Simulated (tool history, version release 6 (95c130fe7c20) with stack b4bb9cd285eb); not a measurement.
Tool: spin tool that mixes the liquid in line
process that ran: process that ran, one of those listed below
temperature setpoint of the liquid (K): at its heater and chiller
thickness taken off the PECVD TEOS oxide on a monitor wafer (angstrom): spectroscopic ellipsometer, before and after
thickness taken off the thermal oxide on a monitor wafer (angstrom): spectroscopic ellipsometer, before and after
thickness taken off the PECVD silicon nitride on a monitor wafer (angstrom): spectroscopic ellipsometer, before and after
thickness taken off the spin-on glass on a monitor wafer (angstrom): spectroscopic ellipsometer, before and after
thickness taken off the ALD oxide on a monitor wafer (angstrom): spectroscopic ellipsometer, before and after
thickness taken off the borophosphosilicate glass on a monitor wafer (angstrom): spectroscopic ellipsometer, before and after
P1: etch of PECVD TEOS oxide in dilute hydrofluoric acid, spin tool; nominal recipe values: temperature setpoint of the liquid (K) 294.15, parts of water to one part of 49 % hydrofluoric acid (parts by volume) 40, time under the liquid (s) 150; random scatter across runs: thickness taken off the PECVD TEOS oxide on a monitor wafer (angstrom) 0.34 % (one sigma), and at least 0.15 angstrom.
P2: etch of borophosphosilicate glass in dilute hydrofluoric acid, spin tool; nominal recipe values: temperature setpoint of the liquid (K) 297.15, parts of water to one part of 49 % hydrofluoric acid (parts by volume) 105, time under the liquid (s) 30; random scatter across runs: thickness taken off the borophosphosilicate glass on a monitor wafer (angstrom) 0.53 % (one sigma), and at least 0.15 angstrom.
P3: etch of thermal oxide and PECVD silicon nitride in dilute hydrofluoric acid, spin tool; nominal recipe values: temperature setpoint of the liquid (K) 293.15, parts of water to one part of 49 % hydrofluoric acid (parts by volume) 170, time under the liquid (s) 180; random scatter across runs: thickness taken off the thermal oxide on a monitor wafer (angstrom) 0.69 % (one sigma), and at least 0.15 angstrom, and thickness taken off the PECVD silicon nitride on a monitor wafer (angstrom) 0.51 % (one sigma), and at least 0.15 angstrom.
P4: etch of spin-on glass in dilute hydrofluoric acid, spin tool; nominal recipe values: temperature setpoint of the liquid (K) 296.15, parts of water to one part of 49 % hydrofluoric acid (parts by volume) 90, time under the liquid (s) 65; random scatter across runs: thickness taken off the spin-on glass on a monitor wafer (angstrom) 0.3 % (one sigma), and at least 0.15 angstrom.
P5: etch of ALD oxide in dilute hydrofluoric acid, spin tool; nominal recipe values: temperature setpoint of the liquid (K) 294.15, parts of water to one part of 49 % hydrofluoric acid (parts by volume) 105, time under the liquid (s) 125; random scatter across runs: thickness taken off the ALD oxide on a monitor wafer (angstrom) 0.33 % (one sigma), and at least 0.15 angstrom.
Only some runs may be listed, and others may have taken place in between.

| run | hour | process that ran | temperature setpoint of the liquid (K) | parts of water to one part of 49 % hydrofluoric acid (parts by volume) | time under the liquid (s) | thickness taken off the PECVD TEOS oxide on a monitor wafer (angstrom) | thickness taken off the thermal oxide on a monitor wafer (angstrom) | thickness taken off the PECVD silicon nitride on a monitor wafer (angstrom) | thickness taken off the spin-on glass on a monitor wafer (angstrom) | thickness taken off the ALD oxide on a monitor wafer (angstrom) | thickness taken off the borophosphosilicate glass on a monitor wafer (angstrom) |
|---|---|---|---|---|---|---|---|---|---|---|---|
| 1 | 8.2 | P1 | 294.15 | 40 | 150 | 302.82 |  |  |  |  |  |
| 2 | 15.4 | P1 | 294.15 | 40 | 285 | 573.19 |  |  |  |  |  |
| 3 | 20.2 | P3 | 293.15 | 85 | 180 |  | 86.1670 | 89.324 |  |  |  |
| 4 | 27.5 | P4 | 296.15 | 25 | 65 |  |  |  | 925.48 |  |  |
| 5 | 34.2 | P4 | 296.15 | 90 | 65 |  |  |  | 236.30 |  |  |
| 6 | 41.8 | P5 | 290.15 | 105 | 125 |  |  |  |  | 219.13 |  |
| 7 | 48.3 | P1 | 294.15 | 20 | 25 | 102.83 |  |  |  |  |  |
| 8 | 55.0 | P2 | 297.15 | 25 | 30 |  |  |  |  |  | 850.700 |
| 9 | 64.9 | P1 | 301.15 | 40 | 150 | 404.65 |  |  |  |  |  |
| 10 | 71.0 | P2 | 290.65 | 105 | 30 |  |  |  |  |  | 140.700 |
| 11 | 76.1 | P1 | 294.15 | 40 | 150 | 303.43 |  |  |  |  |  |
| 12 | 82.5 | P4 | 290.15 | 90 | 65 |  |  |  | 184.88 |  |  |
| 13 | 92.7 | P1 | 290.15 | 40 | 150 | 252.10 |  |  |  |  |  |
| 14 | 98.6 | P2 | 297.15 | 105 | 15 |  |  |  |  |  | 91.924 |
| 15 | 107.7 | P3 | 297.15 | 170 | 180 |  | 46.2920 | 58.854 |  |  |  |
| 16 | 113.9 | P2 | 297.15 | 105 | 30 |  |  |  |  |  | 183.030 |
| 17 | 122.7 | P5 | 294.15 | 60 | 125 |  |  |  |  | 476.21 |  |
| 18 | 131.6 | P1 | 294.15 | 60 | 150 | 196.51 |  |  |  |  |  |
| 19 | 141.7 | P1 | 290.15 | 20 | 150 | 519.92 |  |  |  |  |  |
| 20 | 148.3 | P4 | 296.15 | 90 | 65 |  |  |  | 235.95 |  |  |
| 21 | 156.6 | P1 | 294.15 | 40 | 65 | 130.83 |  |  |  |  |  |
| 22 | 162.6 | P3 | 293.15 | 170 | 180 |  | 39.8550 | 45.080 |  |  |  |
| 23 | 171.5 | P1 | 294.15 | 40 | 150 | 302.81 |  |  |  |  |  |
| 24 | 177.1 | P1 | 294.15 | 20 | 150 | 617.39 |  |  |  |  |  |
| 25 | 181.7 | P1 | 294.15 | 40 | 150 | 301.87 |  |  |  |  |  |

What does the tool deliver on the next run?
| 26 | 189.4 | P3 | 293.15 | 170 | 45 |  | ? | ? |  |  |  |

thickness taken off the thermal oxide on a monitor wafer (angstrom): 9.8686
thickness taken off the PECVD silicon nitride on a monitor wafer (angstrom): 11.336
